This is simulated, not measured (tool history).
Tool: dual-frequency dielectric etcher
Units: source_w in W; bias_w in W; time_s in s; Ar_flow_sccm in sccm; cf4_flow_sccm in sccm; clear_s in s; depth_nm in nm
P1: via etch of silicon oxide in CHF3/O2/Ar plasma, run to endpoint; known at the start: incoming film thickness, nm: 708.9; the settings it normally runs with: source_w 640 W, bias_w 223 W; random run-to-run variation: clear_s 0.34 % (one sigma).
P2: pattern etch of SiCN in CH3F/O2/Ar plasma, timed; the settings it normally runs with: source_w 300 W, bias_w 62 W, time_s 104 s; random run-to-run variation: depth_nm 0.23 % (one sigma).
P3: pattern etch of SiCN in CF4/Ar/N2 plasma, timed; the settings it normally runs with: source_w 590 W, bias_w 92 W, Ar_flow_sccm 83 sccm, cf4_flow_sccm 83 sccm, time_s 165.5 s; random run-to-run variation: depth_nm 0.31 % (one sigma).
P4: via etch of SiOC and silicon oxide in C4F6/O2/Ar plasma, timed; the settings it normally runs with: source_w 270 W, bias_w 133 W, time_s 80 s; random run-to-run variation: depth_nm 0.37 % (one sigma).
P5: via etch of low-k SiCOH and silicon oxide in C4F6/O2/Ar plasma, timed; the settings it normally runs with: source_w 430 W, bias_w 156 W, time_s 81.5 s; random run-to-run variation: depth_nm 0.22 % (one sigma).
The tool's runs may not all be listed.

run	hour	process	source_w	bias_w	time_s	Ar_flow_sccm	cf4_flow_sccm	hours since the last wet clean	hours since the last source power generator calibration	hours since the last bias power generator calibration	clear_s	depth_nm
1	4.4	P1	640	223				425.3	1255.6	2354	325.22	
2	7.9	P2	300	62	104			428.8	1259.1	2357.5		32.781
3	12.3	P5	430	156	81.5			433.2	1263.5	2361.9		229.37
4	16.4	P1	910	223				437.3	1267.6	2366	286.43	
5	19	P4	270	133	80			439.9	1270.2	2368.6		70.668
6	23.5	P1	640	307				444.4	1274.7	2373.1	289.69	
7	26.7	P1	440	223				447.6	1277.9	2376.3	372.76	
8	31.1	P2	300	62	104			452	1282.3	2380.7		32.769
9	35.3	P4	270	170	80			456.2	1286.5	2384.9		76.919
10	39	P3	590	70	165.5	83	83	459.9	1290.2	2388.6		189.45
11	42.6	P1	640	223				463.5	1293.8	2392.2	325.72	
12	46.9	P3	810	92	165.5	83	83	467.8	1298.1	2396.5		273.62
13	49.6	P2	300	62	152			470.5	1300.8	2399.2		47.766
14	53.7	P3	590	92	165.5	104	83	474.6	1304.9	2403.3		199.25
15	56.8	P1	640	223				477.7	1308	2406.4	325.75	
16	58.9	P5	310	156	81.5			479.8	1310.1	2408.5		202.34
17	62.4	P1	640	154				483.3	1313.6	2412	369.6	
18	66	P1	640	223				486.9	1317.2	2415.6	326.07	
19	68.9	P5	430	156	62.5			489.8	1320.1	2418.5		176.11
20	71.6	P1	640	223				492.5	1322.8	2421.2	325.44	
21	74.3	P1	640	223				495.2	1325.5	2423.9	325.51	
22	77.5	P2	300	40	104			498.4	1328.7	2427.1		28.418
23	82.1	P2	210	62	104			503	1333.3	2431.7		28.67
24	85.2	P4	270	133	62.5			506.1	1336.4	2434.8		55.206
25	88.6	P5	430	100	81.5			509.5	1339.8	2438.2		201.75
26	92.7	P3	590	92	165.5	83	83	513.6	1343.9	2442.3		207.27
27	95.3	P3	590	92	165.5	83	57	516.2	1346.5	2444.9		195.46
28	99.7	P5	430	156	81.5			520.6	1350.9	2449.3		229.48
29	102	P3	590	92	120	83	83	522.9	1353.2	2451.6		149.66
30	106.6	P4	170	133	80			527.5	1357.8	2456.2		59.158
31	109.5	P1	490	266				530.4	1360.7	2459.1	336.57	
32	112.3	P1	640	223				533.2	1363.5	2461.9	325.12	
33	114.8	P1	640	223				535.7	1366	2464.4	326.82	
34	118	P1	640	223				538.9	1369.2	2467.6	329.37	
35	121	P1	640	223				541.9	1372.2	2470.6	329.6	
36	125.3	P1	640	223				546.2	1376.5	2474.9	329.44	
37	128.3	P1	640	223				549.2	1379.5	2477.9	331.57	
# hour 132.5: wet clean of the chamber
38	132.5	P1	640	223				0.1	1383.7	2482.1	330.98	
39	134.6	P1	640	223				2.2	1385.8	2484.2	331.52	
40	137.4	P1	640	223				5	1388.6	2487	330.9	
41	139.6	P1	640	223				7.2	1390.8	2489.2	329.51	
42	144.2	P1	640	223				11.8	1395.4	2493.8	331.54	

Something has made what P1 gives creep away from where it was; the 2 causes below, each at its own stated size, fit the log equally well:
A: bias power that arrives under what is set, % = 4.78
B: source power that arrives under what is set, % = 4.4
The process output started creeping at around hour 112.3.
Ruled out, with reasons:
chamber walls in a state that lowers the etch rate, %: serviced at hour 132.5, which brought nothing back

Consider the 4 single-wafer check runs listed below, results given as question marks: which one distinguishes between the causes by giving clearly different results for each?
check 1	148.8	P5	430	156	81.5							?
check 2	148.8	P4	270	133	80							?
check 3	148.8	P2	300	62	104							?
check 4	148.8	P3	590	92	165.5	83	83					?

Predicted outcomes, by check and by cause:
check	result	if A	if B
check 1	depth_nm	225.99	225.34
check 2	depth_nm	69.594	69.423
check 3	depth_nm	32.232	32.234
check 4	depth_nm	203.06	198.43
Minimum pairwise separation of causes per check, each pair taken at its best-separating result: check 1 0.29 %; check 2 0.25 %; check 3 0.01 %; check 4 2.3 %
Check 4 tells the causes apart: in the others they would give nearly the same result.

After running check 4, the following was obtained: depth_nm 197.83 nm. Which cause does this point to?

The correct cause is B, namely: source power that arrives under what is set, %.
